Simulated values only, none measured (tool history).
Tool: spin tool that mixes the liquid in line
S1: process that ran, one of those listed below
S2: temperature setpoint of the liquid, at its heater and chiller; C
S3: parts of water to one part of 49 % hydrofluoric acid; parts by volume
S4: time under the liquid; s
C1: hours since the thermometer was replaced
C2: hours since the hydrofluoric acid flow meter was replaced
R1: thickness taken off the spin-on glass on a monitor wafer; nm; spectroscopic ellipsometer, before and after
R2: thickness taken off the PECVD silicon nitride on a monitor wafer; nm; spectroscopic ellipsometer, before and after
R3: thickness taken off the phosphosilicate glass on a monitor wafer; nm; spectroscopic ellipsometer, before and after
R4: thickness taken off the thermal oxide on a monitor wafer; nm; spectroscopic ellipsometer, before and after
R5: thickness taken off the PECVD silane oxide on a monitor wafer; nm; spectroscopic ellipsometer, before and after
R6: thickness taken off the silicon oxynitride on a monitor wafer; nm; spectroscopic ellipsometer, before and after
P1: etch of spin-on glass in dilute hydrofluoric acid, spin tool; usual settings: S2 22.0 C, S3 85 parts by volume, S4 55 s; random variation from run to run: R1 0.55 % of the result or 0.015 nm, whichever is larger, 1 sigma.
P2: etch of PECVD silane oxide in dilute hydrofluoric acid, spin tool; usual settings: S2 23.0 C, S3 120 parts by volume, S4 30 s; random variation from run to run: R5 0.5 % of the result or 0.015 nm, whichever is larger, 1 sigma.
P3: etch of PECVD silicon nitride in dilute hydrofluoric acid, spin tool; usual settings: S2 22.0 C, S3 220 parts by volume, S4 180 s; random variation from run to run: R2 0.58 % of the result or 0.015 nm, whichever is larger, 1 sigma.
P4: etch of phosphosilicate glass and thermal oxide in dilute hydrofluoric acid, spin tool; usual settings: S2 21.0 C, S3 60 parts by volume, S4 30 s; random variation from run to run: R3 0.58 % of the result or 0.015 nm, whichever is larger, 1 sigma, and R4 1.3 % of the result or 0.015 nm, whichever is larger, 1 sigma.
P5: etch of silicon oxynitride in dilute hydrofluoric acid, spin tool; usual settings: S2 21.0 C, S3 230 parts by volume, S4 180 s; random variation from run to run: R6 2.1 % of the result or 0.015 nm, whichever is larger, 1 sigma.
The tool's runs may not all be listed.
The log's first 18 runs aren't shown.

run,hour,S1,S2,S3,S4,C1,C2,R1,R2,R3,R4,R5,R6
19,76.0,P2,23.0,120,30,553.3,164.6,,,,,9.5245,
20,80.9,P1,22.0,85,55,558.2,169.5,40.596,,,,,
21,85.1,P2,23.0,120,30,562.4,173.7,,,,,9.5625,
22,87.8,P3,28.0,220,180,565.1,176.4,,5.3545,,,,
23,92.4,P5,28.0,230,180,569.7,181.0,,,,,,1.416300
24,97.3,P4,21.0,60,30,574.6,185.9,,,36.167,2.1505,,
25,100.0,P3,22.0,220,320,577.3,188.6,,6.5918,,,,
26,105.2,P3,22.0,220,180,582.5,193.8,,3.7184,,,,
27,108.1,P5,21.0,230,20,585.4,196.7,,,,,,0.099667
28,111.3,P2,23.0,120,55,588.6,199.9,,,,,17.5170,
29,115.3,P5,21.0,230,180,592.6,203.9,,,,,,1.007500
30,118.3,P1,27.5,85,55,595.6,206.9,50.671,,,,,
31,121.6,P1,22.0,135,55,598.9,210.2,24.253,,,,,
32,127.3,P4,21.0,100,30,604.6,215.9,,,20.832,1.2886,,
33,132.3,P1,22.0,85,55,609.6,220.9,40.711,,,,,
34,137.1,P1,22.0,85,55,614.4,225.7,41.689,,,,,
35,141.4,P1,22.0,85,55,618.7,230.0,41.902,,,,,
36,144.7,P1,22.0,85,55,622.0,233.3,42.163,,,,,

Run 37 comes next. What will it give?
37,150.5,P1,22.0,85,55,627.8,239.1,?,,,,,

{"run 37": {"R1": 43.265}}
